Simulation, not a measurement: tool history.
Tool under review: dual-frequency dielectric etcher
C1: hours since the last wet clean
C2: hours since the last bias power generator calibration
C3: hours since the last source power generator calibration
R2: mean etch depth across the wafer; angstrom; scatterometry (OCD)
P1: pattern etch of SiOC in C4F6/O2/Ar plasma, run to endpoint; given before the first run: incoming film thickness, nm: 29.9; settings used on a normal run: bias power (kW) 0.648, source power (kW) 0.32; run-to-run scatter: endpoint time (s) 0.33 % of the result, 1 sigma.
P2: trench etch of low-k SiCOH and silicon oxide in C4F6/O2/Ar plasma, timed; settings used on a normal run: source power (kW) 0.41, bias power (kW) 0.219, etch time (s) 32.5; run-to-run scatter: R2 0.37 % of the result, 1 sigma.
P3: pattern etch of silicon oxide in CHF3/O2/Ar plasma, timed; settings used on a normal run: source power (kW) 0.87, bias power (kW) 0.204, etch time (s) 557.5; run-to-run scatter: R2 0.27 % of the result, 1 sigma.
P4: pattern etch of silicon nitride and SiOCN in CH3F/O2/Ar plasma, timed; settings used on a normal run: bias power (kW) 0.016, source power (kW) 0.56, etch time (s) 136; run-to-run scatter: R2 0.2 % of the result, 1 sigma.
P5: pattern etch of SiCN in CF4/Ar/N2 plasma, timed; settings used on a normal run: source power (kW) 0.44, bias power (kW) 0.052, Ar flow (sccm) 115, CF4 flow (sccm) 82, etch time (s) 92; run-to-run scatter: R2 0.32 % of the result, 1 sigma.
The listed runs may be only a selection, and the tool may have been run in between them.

run 1 hour=8.7 | process_that_ran=P1 bias_power_(kW)=0.648 source_power_(kW)=0.32 | C1=204.4 C2=1635.9 C3=928.5 | endpoint_time_(s)=9.8497
run 2 hour=18.4 | process_that_ran=P4 bias_power_(kW)=0.016 source_power_(kW)=0.56 etch_time_(s)=201.5 | C1=214.1 C2=1645.6 C3=938.2 | R2=259.62
run 3 hour=30 | process_that_ran=P1 bias_power_(kW)=0.871 source_power_(kW)=0.32 | C1=225.7 C2=1657.2 C3=949.8 | endpoint_time_(s)=8.8348
run 4 hour=39.7 | process_that_ran=P2 bias_power_(kW)=0.219 source_power_(kW)=0.41 etch_time_(s)=18 | C1=235.4 C2=1666.9 C3=959.5 | R2=579.72
run 5 hour=47.1 | process_that_ran=P1 bias_power_(kW)=0.437 source_power_(kW)=0.26 | C1=242.8 C2=1674.3 C3=966.9 | endpoint_time_(s)=12.39
run 6 hour=53.7 | process_that_ran=P1 bias_power_(kW)=0.648 source_power_(kW)=0.19 | C1=249.4 C2=1680.9 C3=973.5 | endpoint_time_(s)=11.858
run 7 hour=64.5 | process_that_ran=P2 bias_power_(kW)=0.219 source_power_(kW)=0.41 etch_time_(s)=32.5 | C1=260.2 C2=1691.7 C3=984.3 | R2=1046.5
run 8 hour=76.1 | process_that_ran=P1 bias_power_(kW)=0.648 source_power_(kW)=0.32 | C1=271.8 C2=1703.3 C3=995.9 | endpoint_time_(s)=9.8609
run 9 hour=84.8 | process_that_ran=P5 bias_power_(kW)=0.052 source_power_(kW)=0.44 etch_time_(s)=92 Ar_flow_(sccm)=142 CF4_flow_(sccm)=82 | C1=280.5 C2=1712 C3=1004.6 | R2=679.81
run 10 hour=97.5 | process_that_ran=P3 bias_power_(kW)=0.204 source_power_(kW)=0.87 etch_time_(s)=306.5 | C1=293.2 C2=1724.7 C3=1017.3 | R2=7386.8
run 11 hour=107.4 | process_that_ran=P5 bias_power_(kW)=0.052 source_power_(kW)=0.44 etch_time_(s)=112.5 Ar_flow_(sccm)=115 CF4_flow_(sccm)=82 | C1=303.1 C2=1734.6 C3=1027.2 | R2=857.3
run 12 hour=114.9 | process_that_ran=P4 bias_power_(kW)=0.016 source_power_(kW)=0.33 etch_time_(s)=136 | C1=310.6 C2=1742.1 C3=1034.7 | R2=144.65
run 13 hour=126.1 | process_that_ran=P2 bias_power_(kW)=0.219 source_power_(kW)=0.52 etch_time_(s)=32.5 | C1=321.8 C2=1753.3 C3=1045.9 | R2=1142.3
run 14 hour=138.3 | process_that_ran=P5 bias_power_(kW)=0.052 source_power_(kW)=0.44 etch_time_(s)=92 Ar_flow_(sccm)=115 CF4_flow_(sccm)=100 | C1=334 C2=1765.5 C3=1058.1 | R2=732.33
run 15 hour=151.5 | process_that_ran=P5 bias_power_(kW)=0.052 source_power_(kW)=0.27 etch_time_(s)=92 Ar_flow_(sccm)=115 CF4_flow_(sccm)=82 | C1=347.2 C2=1778.7 C3=1071.3 | R2=458.02
run 16 hour=160.5 | process_that_ran=P3 bias_power_(kW)=0.204 source_power_(kW)=0.87 etch_time_(s)=557.5 | C1=356.2 C2=1787.7 C3=1080.3 | R2=13511
run 17 hour=170.1 | process_that_ran=P1 bias_power_(kW)=0.648 source_power_(kW)=0.38 | C1=365.8 C2=1797.3 C3=1089.9 | endpoint_time_(s)=9.298
run 18 hour=180.4 | process_that_ran=P2 bias_power_(kW)=0.283 source_power_(kW)=0.41 etch_time_(s)=32.5 | C1=376.1 C2=1807.6 C3=1100.2 | R2=1139.9
run 19 hour=189 | process_that_ran=P1 bias_power_(kW)=0.648 source_power_(kW)=0.32 | C1=384.7 C2=1816.2 C3=1108.8 | endpoint_time_(s)=9.8119
run 20 hour=196.2 | process_that_ran=P1 bias_power_(kW)=0.416 source_power_(kW)=0.32 | C1=391.9 C2=1823.4 C3=1116 | endpoint_time_(s)=11.69
run 21 hour=208.6 | process_that_ran=P1 bias_power_(kW)=0.648 source_power_(kW)=0.32 | C1=404.3 C2=1835.8 C3=1128.4 | endpoint_time_(s)=9.8209
run 22 hour=214.6 | process_that_ran=P4 bias_power_(kW)=0.011 source_power_(kW)=0.56 etch_time_(s)=136 | C1=410.3 C2=1841.8 C3=1134.4 | R2=152.33
run 23 hour=227.8 | process_that_ran=P5 bias_power_(kW)=0.063 source_power_(kW)=0.44 etch_time_(s)=92 Ar_flow_(sccm)=115 CF4_flow_(sccm)=82 | C1=423.5 C2=1855 C3=1147.6 | R2=750.93
run 24 hour=236 | process_that_ran=P4 bias_power_(kW)=0.016 source_power_(kW)=0.56 etch_time_(s)=136 | C1=431.7 C2=1863.2 C3=1155.8 | R2=175.25
run 25 hour=245 | process_that_ran=P1 bias_power_(kW)=0.648 source_power_(kW)=0.32 | C1=440.7 C2=1872.2 C3=1164.8 | endpoint_time_(s)=9.8348
run 26 hour=252.5 | process_that_ran=P5 bias_power_(kW)=0.052 source_power_(kW)=0.44 etch_time_(s)=92 Ar_flow_(sccm)=115 CF4_flow_(sccm)=82 | C1=448.2 C2=1879.7 C3=1172.3 | R2=705.18
run 27 hour=263.3 | process_that_ran=P3 bias_power_(kW)=0.287 source_power_(kW)=0.87 etch_time_(s)=557.5 | C1=459 C2=1890.5 C3=1183.1 | R2=15174
run 28 hour=271.1 | process_that_ran=P3 bias_power_(kW)=0.204 source_power_(kW)=0.59 etch_time_(s)=557.5 | C1=466.8 C2=1898.3 C3=1190.9 | R2=11621
run 29 hour=280.6 | process_that_ran=P2 bias_power_(kW)=0.219 source_power_(kW)=0.41 etch_time_(s)=32.5 | C1=476.3 C2=1907.8 C3=1200.4 | R2=1046.5
run 30 hour=291.3 | process_that_ran=P1 bias_power_(kW)=0.415 source_power_(kW)=0.22 | C1=487 C2=1918.5 C3=1211.1 | endpoint_time_(s)=13.462
run 31 hour=302.5 | process_that_ran=P4 bias_power_(kW)=0.016 source_power_(kW)=0.56 etch_time_(s)=136 | C1=498.2 C2=1929.7 C3=1222.3 | R2=176.4
run 32 hour=313.3 | process_that_ran=P3 bias_power_(kW)=0.204 source_power_(kW)=0.87 etch_time_(s)=557.5 | C1=509 C2=1940.5 C3=1233.1 | R2=13384
run 33 hour=322.1 | process_that_ran=P1 bias_power_(kW)=0.45 source_power_(kW)=0.26 | C1=517.8 C2=1949.3 C3=1241.9 | endpoint_time_(s)=12.23
run 34 hour=333.1 | process_that_ran=P1 bias_power_(kW)=0.648 source_power_(kW)=0.32 | C1=528.8 C2=1960.3 C3=1252.9 | endpoint_time_(s)=9.8505
run 35 hour=340 | process_that_ran=P1 bias_power_(kW)=0.648 source_power_(kW)=0.32 | C1=535.7 C2=1967.2 C3=1259.8 | endpoint_time_(s)=9.9392
run 36 hour=347.1 | process_that_ran=P1 bias_power_(kW)=0.648 source_power_(kW)=0.32 | C1=542.8 C2=1974.3 C3=1266.9 | endpoint_time_(s)=9.9905
run 37 hour=358.3 | process_that_ran=P1 bias_power_(kW)=0.648 source_power_(kW)=0.32 | C1=554 C2=1985.5 C3=1278.1 | endpoint_time_(s)=10.033
-- hour=363.1 wet clean of the chamber
run 38 hour=365.7 | process_that_ran=P1 bias_power_(kW)=0.648 source_power_(kW)=0.32 | C1=2.6 C2=1992.9 C3=1285.5 | endpoint_time_(s)=9.9671
run 39 hour=377.1 | process_that_ran=P1 bias_power_(kW)=0.648 source_power_(kW)=0.32 | C1=14 C2=2004.3 C3=1296.9 | endpoint_time_(s)=10.085
run 40 hour=388.5 | process_that_ran=P1 bias_power_(kW)=0.648 source_power_(kW)=0.32 | C1=25.4 C2=2015.7 C3=1308.3 | endpoint_time_(s)=10.032

Compared with where it was, what P1 gives has crept away. Each cause listed below fits the log as well as the rest, at the size given for it:
A: source power that arrives under what is set, % = 4.54
B: bias power that arrives under what is set, % = 4.24
Creep in the process output first set in at about hour 333.1.
What rules out each remaining cause:
chamber walls in a state that lowers the etch rate, %: maintenance at hour 363.1, after the shift began, did not return the process to its former output

Listed below are the offered check runs, one wafer per run, with question marks in place of results. For which of them would the causes give clearly different outcomes?
run check 1 hour=399.9 | process_that_ran=P2 bias_power_(kW)=0.282 source_power_(kW)=0.41 etch_time_(s)=32.5 | R2=?
run check 2 hour=399.9 | process_that_ran=P5 bias_power_(kW)=0.052 source_power_(kW)=0.44 etch_time_(s)=92 Ar_flow_(sccm)=138 CF4_flow_(sccm)=82 | R2=?
run check 3 hour=399.9 | process_that_ran=P4 bias_power_(kW)=0.011 source_power_(kW)=0.38 etch_time_(s)=136 | R2=?
run check 4 hour=399.9 | process_that_ran=P3 bias_power_(kW)=0.204 source_power_(kW)=0.87 etch_time_(s)=306.5 | R2=?

Check results expected under each cause:
check=check_1 result=R2 if_A=1115.1 if_B=1118.2
check=check_2 result=R2 if_A=655.63 if_B=673.38
check=check_3 result=R2 if_A=129.61 if_B=129.79
check=check_4 result=R2 if_A=7251.1 if_B=7274.9
Per-check spread between the two closest causes, in the result where they differ most: check 1 0.28 %; check 2 2.67 %; check 3 0.14 %; check 4 0.33 %
The other checks would show nearly matching results whichever cause is true, so check 2 is the only one that separates the causes.

Here is what check 2 returned: R2 658.12 angstrom. Which cause is it?

It is A: source power that arrives under what is set, %.

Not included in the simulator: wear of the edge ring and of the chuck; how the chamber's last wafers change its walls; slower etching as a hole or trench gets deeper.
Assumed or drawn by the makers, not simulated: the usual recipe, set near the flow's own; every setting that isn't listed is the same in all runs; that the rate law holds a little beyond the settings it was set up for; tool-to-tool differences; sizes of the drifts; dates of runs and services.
